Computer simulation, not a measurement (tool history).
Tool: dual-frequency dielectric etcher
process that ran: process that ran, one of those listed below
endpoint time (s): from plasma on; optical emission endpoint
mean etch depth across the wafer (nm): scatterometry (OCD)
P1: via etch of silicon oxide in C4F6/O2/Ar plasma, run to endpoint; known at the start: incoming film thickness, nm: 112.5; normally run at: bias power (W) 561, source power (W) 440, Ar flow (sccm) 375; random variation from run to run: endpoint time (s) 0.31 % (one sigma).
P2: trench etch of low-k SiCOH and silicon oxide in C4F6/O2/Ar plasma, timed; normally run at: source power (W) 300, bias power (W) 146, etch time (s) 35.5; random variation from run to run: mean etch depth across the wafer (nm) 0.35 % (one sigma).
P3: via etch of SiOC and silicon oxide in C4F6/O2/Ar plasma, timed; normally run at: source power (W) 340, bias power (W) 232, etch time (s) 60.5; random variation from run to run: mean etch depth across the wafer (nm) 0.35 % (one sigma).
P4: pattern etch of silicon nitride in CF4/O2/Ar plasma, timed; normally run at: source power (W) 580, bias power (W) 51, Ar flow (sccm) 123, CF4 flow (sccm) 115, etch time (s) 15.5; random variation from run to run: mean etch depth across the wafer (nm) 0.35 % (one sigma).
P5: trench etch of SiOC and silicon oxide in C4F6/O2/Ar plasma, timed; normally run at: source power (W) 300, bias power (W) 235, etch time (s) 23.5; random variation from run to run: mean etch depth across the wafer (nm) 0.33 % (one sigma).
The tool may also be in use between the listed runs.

run   hour  process that ran  bias power (W)  source power (W)  Ar flow (sccm)  etch time (s)  CF4 flow (sccm)  hours since the last wet clean  hours since the last bias power generator calibration  hours since the last source power generator calibration  hours since the last Ar flow controller change  endpoint time (s)  mean etch depth across the wafer (nm)
  1    9.7                P1             561               440             375                                                           443.4                                                 1608.8                                                    522.9                                             375             23.758
  2   26.2                P3             232               240                           60.5                                            459.9                                                 1625.3                                                    539.4                                           391.5                                                    62.683
  3     41                P1             561               440             256                                                           474.7                                                 1640.1                                                    554.2                                           406.3             22.667
  4   57.7                P1             759               440             375                                                           491.4                                                 1656.8                                                    570.9                                             423             20.956
  5   66.8                P2             146               430                           35.5                                            500.5                                                 1665.9                                                      580                                           432.1                                                    110.22
  6   77.3                P5             235               300                           23.5                                              511                                                 1676.4                                                    590.5                                           442.6                                                     47.01
  7   92.4                P1             561               440             500                                                           526.1                                                 1691.5                                                    605.6                                           457.7             24.316
  8  102.5                P1             329               440             375                                                           536.2                                                 1701.6                                                    615.7                                           467.8             28.629
  9  115.9                P2             146               300                           20.5                                            549.6                                                   1715                                                    629.1                                           481.2                                                    55.257
 10  129.4                P1             561               440             375                                                           563.1                                                 1728.5                                                    642.6                                           494.7             23.744
 11  144.7                P5             282               300                           23.5                                            578.4                                                 1743.8                                                    657.9                                             510                                                    49.947
 12  159.6                P1             561               320             375                                                           593.3                                                 1758.7                                                    672.8                                           524.9             26.672
 13  169.2                P1             694               370             375                                                           602.9                                                 1768.3                                                    682.4                                           534.5             23.264
 14  181.1                P3             232               340                           60.5                                            614.8                                                 1780.2                                                    694.3                                           546.4                                                    71.105
 15  193.1                P2             146               300                           35.5                                            626.8                                                 1792.2                                                    706.3                                           558.4                                                    95.726
 16  206.1                P5             235               300                           29.5                                            639.8                                                 1805.2                                                    719.3                                           571.4                                                    58.826
 17  218.9                P2             146               300                           35.5                                            652.6                                                   1818                                                    732.1                                           584.2                                                    95.594
 18  228.4                P1             561               560             375                                                           662.1                                                 1827.5                                                    741.6                                           593.7             21.578
 19  238.1                P4              51               580             123           21.5              115                           671.8                                                 1837.2                                                    751.3                                           603.4                                                    47.344
 20  248.4                P4              34               580             123           15.5              115                           682.1                                                 1847.5                                                    761.6                                           613.7                                                    29.652
 21  263.3                P5             235               300                           23.5                                              697                                                 1862.4                                                    776.5                                           628.6                                                    46.614
 22  273.4                P4              51               430             123           15.5              115                           707.1                                                 1872.5                                                    786.6                                           638.7                                                    26.497
     285.5  -- Ar flow controller replaced
 23  287.9                P3             183               340                           60.5                                            721.6                                                   1887                                                    801.1                                             2.5                                                    65.701
 24  304.8                P1             561               440             375                                                           738.5                                                 1903.9                                                      818                                            19.4             23.614
 25  313.3                P5             235               430                           23.5                                              747                                                 1912.4                                                    826.5                                            27.9                                                    53.711
 26  323.8                P4              51               580             157           15.5              115                           757.5                                                 1922.9                                                      837                                            38.4                                                    32.978
 27  341.4                P3             232               340                           78.5                                            775.1                                                 1940.5                                                    854.6                                              56                                                    92.308
 28  354.3                P1             561               440             375                                                             788                                                 1953.4                                                    867.5                                            68.9             23.594
 29  366.1                P1             755               440             465                                                           799.8                                                 1965.2                                                    879.3                                            80.7             21.586
 30  379.3                P4              51               580             123           15.5              138                             813                                                 1978.4                                                    892.5                                            93.9                                                    35.014
 31  390.6                P4              51               580             123           15.5              115                           824.3                                                 1989.7                                                    903.8                                           105.2                                                    34.048
 32    405                P2             195               300                           35.5                                            838.7                                                 2004.1                                                    918.2                                           119.6                                                    105.23
 33  421.9                P1             561               440             375                                                           855.6                                                   2021                                                    935.1                                           136.5             23.545
 34    439                P1             561               440             375                                                           872.7                                                 2038.1                                                    952.2                                           153.6             23.714
 35  450.2                P1             561               440             375                                                           883.9                                                 2049.3                                                    963.4                                           164.8             23.751
 36  467.7                P1             561               440             375                                                           901.4                                                 2066.8                                                    980.9                                           182.3             23.953
       473  -- wet clean of the chamber
 37  479.3                P1             561               440             375                                                             6.3                                                 2078.4                                                    992.5                                           193.9             24.088
 38  494.7                P1             561               440             375                                                            21.7                                                 2093.8                                                   1007.9                                           209.3             23.971
 39  506.5                P1             561               440             375                                                            33.5                                                 2105.6                                                   1019.7                                           221.1             23.987
 40  518.1                P1             561               440             375                                                            45.1                                                 2117.2                                                   1031.3                                           232.7             24.093
 41  528.8                P1             561               440             375                                                            55.8                                                 2127.9                                                     1042                                           243.4             24.163

What P1 gives has crept away from where it was. These 2 causes fit the log equally well, each at the size given:
A: bias power that arrives under what is set, % = 4.65
B: source power that arrives under what is set, % = 4.77
The creep began at about hour 439.
Why every other cause is out:
chamber walls in a state that lowers the etch rate, %: serviced at hour 473, which brought nothing back
Ar flow that arrives over what is set, %: at most 8, which would move endpoint time (s) by +0.9 %: too little, or the wrong way

4 check runs are offered, one wafer each, their results left as question marks. Which one tells the causes apart?
check 1  539.5                P3             232               340                           60.5                                                                                                                                                                                                                                                                          ?
check 2  539.5                P5             235               300                           23.5                                                                                                                                                                                                                                                                          ?
check 3  539.5                P4              51               580             123           15.5              115                                                                                                                                                                                                                                                         ?
check 4  539.5                P2             146               300                           35.5                                                                                                                                                                                                                                                                          ?

What each check would give under each cause:
  check                                 result    if A    if B
check 1  mean etch depth across the wafer (nm)  70.184  70.018
check 2  mean etch depth across the wafer (nm)  46.176  46.063
check 3  mean etch depth across the wafer (nm)  33.583   32.76
check 4  mean etch depth across the wafer (nm)  94.429      94
How far apart the two closest causes lie, in the result that separates them most: check 1 0.24 %; check 2 0.25 %; check 3 2.48 %; check 4 0.46 %
Check 3 tells the causes apart: in the others they would give nearly the same result.

Check 3 was then run and gave: mean etch depth across the wafer (nm) 32.734. Which cause is it?

It is B: source power that arrives under what is set, %.
